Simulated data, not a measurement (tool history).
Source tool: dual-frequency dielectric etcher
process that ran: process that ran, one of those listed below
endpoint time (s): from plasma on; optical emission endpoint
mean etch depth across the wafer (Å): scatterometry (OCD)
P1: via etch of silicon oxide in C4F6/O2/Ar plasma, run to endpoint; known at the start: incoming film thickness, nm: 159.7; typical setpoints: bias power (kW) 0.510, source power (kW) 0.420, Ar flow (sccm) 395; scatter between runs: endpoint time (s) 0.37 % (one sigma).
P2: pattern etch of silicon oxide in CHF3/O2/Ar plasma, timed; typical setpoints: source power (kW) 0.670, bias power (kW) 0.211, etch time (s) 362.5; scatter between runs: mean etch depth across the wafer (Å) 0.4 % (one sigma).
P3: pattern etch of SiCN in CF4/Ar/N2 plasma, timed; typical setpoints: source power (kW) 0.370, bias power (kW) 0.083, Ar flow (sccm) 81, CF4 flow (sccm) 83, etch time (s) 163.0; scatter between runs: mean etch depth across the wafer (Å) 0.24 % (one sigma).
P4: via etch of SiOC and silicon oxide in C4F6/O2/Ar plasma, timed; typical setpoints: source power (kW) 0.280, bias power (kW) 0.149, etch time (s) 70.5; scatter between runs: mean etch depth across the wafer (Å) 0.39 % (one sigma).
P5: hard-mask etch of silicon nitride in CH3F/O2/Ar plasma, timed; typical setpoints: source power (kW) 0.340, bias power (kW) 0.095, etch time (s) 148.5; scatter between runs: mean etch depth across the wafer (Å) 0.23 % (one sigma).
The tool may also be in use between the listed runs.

run,hour,process that ran,bias power (kW),source power (kW),Ar flow (sccm),etch time (s),CF4 flow (sccm),endpoint time (s),mean etch depth across the wafer (Å)
1,13.1,P1,0.510,0.420,395,,,34.742,
2,25.3,P1,0.510,0.420,482,,,35.421,
3,39.2,P1,0.659,0.510,395,,,29.547,
4,52.9,P1,0.510,0.500,395,,,32.608,
5,68.1,P1,0.510,0.420,395,,,34.898,
6,76.2,P4,0.183,0.280,,70.5,,,712.36
7,87.5,P1,0.510,0.420,249,,,33.034,
8,96.6,P5,0.095,0.340,,148.5,,,1094.60
9,108.9,P3,0.083,0.370,81,163.0,83,,1314.10
10,116.8,P1,0.510,0.580,307,,,30.382,
11,125.9,P1,0.373,0.420,395,,,39.118,
12,141.0,P1,0.510,0.290,395,,,39.919,
13,155.6,P1,0.674,0.420,395,,,31.407,
14,171.5,P2,0.211,0.670,,535.0,,,11584.00
15,185.5,P3,0.083,0.370,81,163.0,83,,1315.10
16,198.6,P3,0.083,0.370,98,163.0,83,,1282.20
17,209.9,P3,0.083,0.300,81,163.0,83,,1093.20
18,223.0,P3,0.067,0.370,81,163.0,83,,1226.30
19,237.5,P5,0.095,0.470,,148.5,,,1231.40
20,250.3,P4,0.149,0.380,,70.5,,,750.91
# hour 256.6: bias power generator calibrated
21,263.3,P2,0.152,0.670,,362.5,,,7048.80

Estimate the outcome of run 22 from the log above:
22,274.1,P4,0.149,0.280,,70.5,,,?

{"run 22": {"mean etch depth across the wafer (Å)": 665.23}}

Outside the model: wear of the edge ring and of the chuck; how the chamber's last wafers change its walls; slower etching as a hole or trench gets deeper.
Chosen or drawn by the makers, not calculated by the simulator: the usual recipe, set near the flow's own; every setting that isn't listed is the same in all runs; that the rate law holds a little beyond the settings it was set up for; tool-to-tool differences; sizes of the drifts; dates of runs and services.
